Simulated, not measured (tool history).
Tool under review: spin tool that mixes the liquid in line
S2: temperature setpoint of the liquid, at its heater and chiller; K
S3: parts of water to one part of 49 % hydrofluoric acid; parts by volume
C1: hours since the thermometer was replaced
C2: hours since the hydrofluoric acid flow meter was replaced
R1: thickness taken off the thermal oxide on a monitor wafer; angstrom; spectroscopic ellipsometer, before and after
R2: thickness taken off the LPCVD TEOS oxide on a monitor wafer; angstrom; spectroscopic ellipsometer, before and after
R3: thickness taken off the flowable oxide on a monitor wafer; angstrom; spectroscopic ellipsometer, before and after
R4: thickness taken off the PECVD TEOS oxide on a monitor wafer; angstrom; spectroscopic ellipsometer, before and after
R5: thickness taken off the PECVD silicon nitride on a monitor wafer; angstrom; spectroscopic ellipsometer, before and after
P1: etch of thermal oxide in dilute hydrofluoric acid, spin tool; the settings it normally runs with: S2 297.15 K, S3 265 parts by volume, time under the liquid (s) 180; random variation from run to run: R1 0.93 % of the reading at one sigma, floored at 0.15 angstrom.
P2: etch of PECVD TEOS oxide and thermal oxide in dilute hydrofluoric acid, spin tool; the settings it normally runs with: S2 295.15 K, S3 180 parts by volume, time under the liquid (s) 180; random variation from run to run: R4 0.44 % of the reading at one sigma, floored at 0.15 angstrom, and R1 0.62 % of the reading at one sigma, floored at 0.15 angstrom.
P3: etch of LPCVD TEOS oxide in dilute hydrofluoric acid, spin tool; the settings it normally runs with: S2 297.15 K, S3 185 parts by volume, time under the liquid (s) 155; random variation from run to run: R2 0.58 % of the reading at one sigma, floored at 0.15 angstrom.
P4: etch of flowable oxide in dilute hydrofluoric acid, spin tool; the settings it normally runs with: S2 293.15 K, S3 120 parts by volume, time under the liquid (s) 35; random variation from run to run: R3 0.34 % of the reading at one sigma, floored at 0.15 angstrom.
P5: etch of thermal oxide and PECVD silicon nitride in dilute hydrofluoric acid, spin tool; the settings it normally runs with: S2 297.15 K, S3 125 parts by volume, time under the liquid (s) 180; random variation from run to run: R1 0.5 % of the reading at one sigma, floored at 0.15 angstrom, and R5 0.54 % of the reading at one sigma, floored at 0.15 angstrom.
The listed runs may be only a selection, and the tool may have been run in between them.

run 1 day=0.208 | process_that_ran=P1 S2=297.15 S3=265 time_under_the_liquid_(s)=180 | C1=350.7 C2=253.0 | R1=26.855
run 2 day=0.462 | process_that_ran=P1 S2=292.15 S3=265 time_under_the_liquid_(s)=180 | C1=356.8 C2=259.1 | R1=22.221
run 3 day=0.892 | process_that_ran=P1 S2=297.15 S3=265 time_under_the_liquid_(s)=320 | C1=367.1 C2=269.4 | R1=48.899
run 4 day=1.154 | process_that_ran=P1 S2=302.15 S3=265 time_under_the_liquid_(s)=180 | C1=373.4 C2=275.7 | R1=32.030
run 5 day=1.433 | process_that_ran=P3 S2=297.15 S3=185 time_under_the_liquid_(s)=155 | C1=380.1 C2=282.4 | R2=299.76
run 6 day=1.775 | process_that_ran=P3 S2=297.15 S3=185 time_under_the_liquid_(s)=155 | C1=388.3 C2=290.6 | R2=299.87
run 7 day=2.188 | process_that_ran=P4 S2=293.15 S3=120 time_under_the_liquid_(s)=65 | C1=398.2 C2=300.5 | R3=159.030
run 8 day=2.479 | process_that_ran=P2 S2=290.15 S3=180 time_under_the_liquid_(s)=180 | C1=405.2 C2=307.5 | R1=30.785 R4=194.17
run 9 day=2.671 | process_that_ran=P4 S2=293.15 S3=210 time_under_the_liquid_(s)=35 | C1=409.8 C2=312.1 | R3=44.590
run 10 day=3.096 | process_that_ran=P5 S2=297.15 S3=220 time_under_the_liquid_(s)=180 | C1=420.0 C2=322.3 | R1=36.362 R5=31.8280
run 11 day=3.304 | process_that_ran=P2 S2=295.15 S3=300 time_under_the_liquid_(s)=180 | C1=425.0 C2=327.3 | R1=20.000 R4=125.63
run 12 day=3.654 | process_that_ran=P1 S2=297.15 S3=110 time_under_the_liquid_(s)=80 | C1=433.4 C2=335.7 | R1=33.517
run 13 day=3.854 | process_that_ran=P3 S2=297.15 S3=80 time_under_the_liquid_(s)=155 | C1=438.2 C2=340.5 | R2=783.00
run 14 day=4.242 | process_that_ran=P4 S2=290.15 S3=120 time_under_the_liquid_(s)=35 | C1=447.5 C2=349.8 | R3=75.592
run 15 day=4.517 | process_that_ran=P1 S2=297.15 S3=265 time_under_the_liquid_(s)=180 | C1=454.1 C2=356.4 | R1=26.852
run 16 day=4.708 | process_that_ran=P1 S2=297.15 S3=80 time_under_the_liquid_(s)=180 | C1=458.7 C2=361.0 | R1=107.720
run 17 day=5.125 | process_that_ran=P3 S2=304.15 S3=185 time_under_the_liquid_(s)=155 | C1=468.7 C2=371.0 | R2=387.38
run 18 day=5.367 | process_that_ran=P1 S2=297.15 S3=265 time_under_the_liquid_(s)=90 | C1=474.5 C2=376.8 | R1=13.443
run 19 day=5.646 | process_that_ran=P5 S2=305.15 S3=125 time_under_the_liquid_(s)=180 | C1=481.2 C2=383.5 | R1=97.623 R5=92.7140
run 20 day=5.992 | process_that_ran=P5 S2=297.15 S3=125 time_under_the_liquid_(s)=30 | C1=489.5 C2=391.8 | R1=11.933 R5=9.2397
run 21 day=6.212 | process_that_ran=P5 S2=297.15 S3=125 time_under_the_liquid_(s)=180 | C1=494.8 C2=397.1 | R1=71.808 R5=55.7440
run 22 day=6.617 | process_that_ran=P4 S2=293.15 S3=120 time_under_the_liquid_(s)=35 | C1=504.5 C2=406.8 | R3=85.917
run 23 day=6.921 | process_that_ran=P2 S2=295.15 S3=180 time_under_the_liquid_(s)=365 | C1=511.8 C2=414.1 | R1=76.081 R4=479.69
run 24 day=7.362 | process_that_ran=P5 S2=297.15 S3=125 time_under_the_liquid_(s)=180 | C1=522.4 C2=424.7 | R1=72.415 R5=55.5850
run 25 day=7.804 | process_that_ran=P2 S2=295.15 S3=180 time_under_the_liquid_(s)=180 | C1=533.0 C2=435.3 | R1=37.683 R4=237.14
run 26 day=8.000 | process_that_ran=P1 S2=297.15 S3=265 time_under_the_liquid_(s)=180 | C1=537.7 C2=440.0 | R1=26.602
run 27 day=8.367 | process_that_ran=P1 S2=297.15 S3=265 time_under_the_liquid_(s)=180 | C1=546.5 C2=448.8 | R1=26.881
run 28 day=8.596 | process_that_ran=P3 S2=297.15 S3=185 time_under_the_liquid_(s)=85 | C1=552.0 C2=454.3 | R2=164.49
run 29 day=8.867 | process_that_ran=P1 S2=297.15 S3=455 time_under_the_liquid_(s)=180 | C1=558.5 C2=460.8 | R1=13.315
run 30 day=9.096 | process_that_ran=P1 S2=297.15 S3=265 time_under_the_liquid_(s)=180 | C1=564.0 C2=466.3 | R1=26.798
run 31 day=9.467 | process_that_ran=P1 S2=297.15 S3=265 time_under_the_liquid_(s)=180 | C1=572.9 C2=475.2 | R1=27.567
run 32 day=9.888 | process_that_ran=P1 S2=297.15 S3=265 time_under_the_liquid_(s)=180 | C1=583.0 C2=485.3 | R1=28.454
run 33 day=10.121 | process_that_ran=P1 S2=297.15 S3=265 time_under_the_liquid_(s)=180 | C1=588.6 C2=490.9 | R1=28.357
run 34 day=10.525 | process_that_ran=P1 S2=297.15 S3=265 time_under_the_liquid_(s)=180 | C1=598.3 C2=500.6 | R1=28.677
run 35 day=10.729 | process_that_ran=P1 S2=297.15 S3=265 time_under_the_liquid_(s)=180 | C1=603.2 C2=505.5 | R1=29.503
run 36 day=11.096 | process_that_ran=P1 S2=297.15 S3=265 time_under_the_liquid_(s)=180 | C1=612.0 C2=514.3 | R1=28.465
run 37 day=11.496 | process_that_ran=P1 S2=297.15 S3=265 time_under_the_liquid_(s)=180 | C1=621.6 C2=523.9 | R1=28.378
run 38 day=11.817 | process_that_ran=P1 S2=297.15 S3=265 time_under_the_liquid_(s)=180 | C1=629.3 C2=531.6 | R1=28.746

The log shows P1 creeping away from where it was. Any of the 2 causes listed here, at the size stated for it, fits the log just as well as the others:
A: hydrofluoric acid flow above the setpoint (%) = 5.27
B: liquid hotter than its thermometer reads (K) = 1.85
The creep began at about day 9.096.

Listed below are the offered check runs, one wafer per run, with question marks in place of results. For which of them would the causes give clearly different outcomes?
run check 1 day=12.138 | process_that_ran=P3 S2=303.65 S3=100 time_under_the_liquid_(s)=155 | R2=?
run check 2 day=12.138 | process_that_ran=P2 S2=295.15 S3=285 time_under_the_liquid_(s)=325 | R1=? R4=?
run check 3 day=12.138 | process_that_ran=P5 S2=305.15 S3=160 time_under_the_liquid_(s)=180 | R1=? R5=?
run check 4 day=12.138 | process_that_ran=P4 S2=293.15 S3=205 time_under_the_liquid_(s)=60 | R3=?

Expected result of each check under each candidate cause:
check=check_1 result=R2 if_A=834.48 if_B=842.74
check=check_2 result=R1 if_A=40.879 if_B=40.910
check=check_2 result=R4 if_A=259.46 if_B=259.66
check=check_3 result=R1 if_A=77.112 if_B=77.244
check=check_3 result=R5 if_A=75.4400 if_B=79.8780
check=check_4 result=R3 if_A=83.608 if_B=84.372
How far apart the two closest causes lie, in the result that separates them most: check 1 0.99 %; check 2 0.08 %; check 3 5.72 %; check 4 0.91 %
Check 3 distinguishes between the causes, while the remaining checks would return nearly the same result for all of them.

The results of check 3 are: R1 77.103 angstrom; R5 79.7990 angstrom. Based on these, which of the listed causes is it?

Of the candidate causes, it is B: liquid hotter than its thermometer reads (K).

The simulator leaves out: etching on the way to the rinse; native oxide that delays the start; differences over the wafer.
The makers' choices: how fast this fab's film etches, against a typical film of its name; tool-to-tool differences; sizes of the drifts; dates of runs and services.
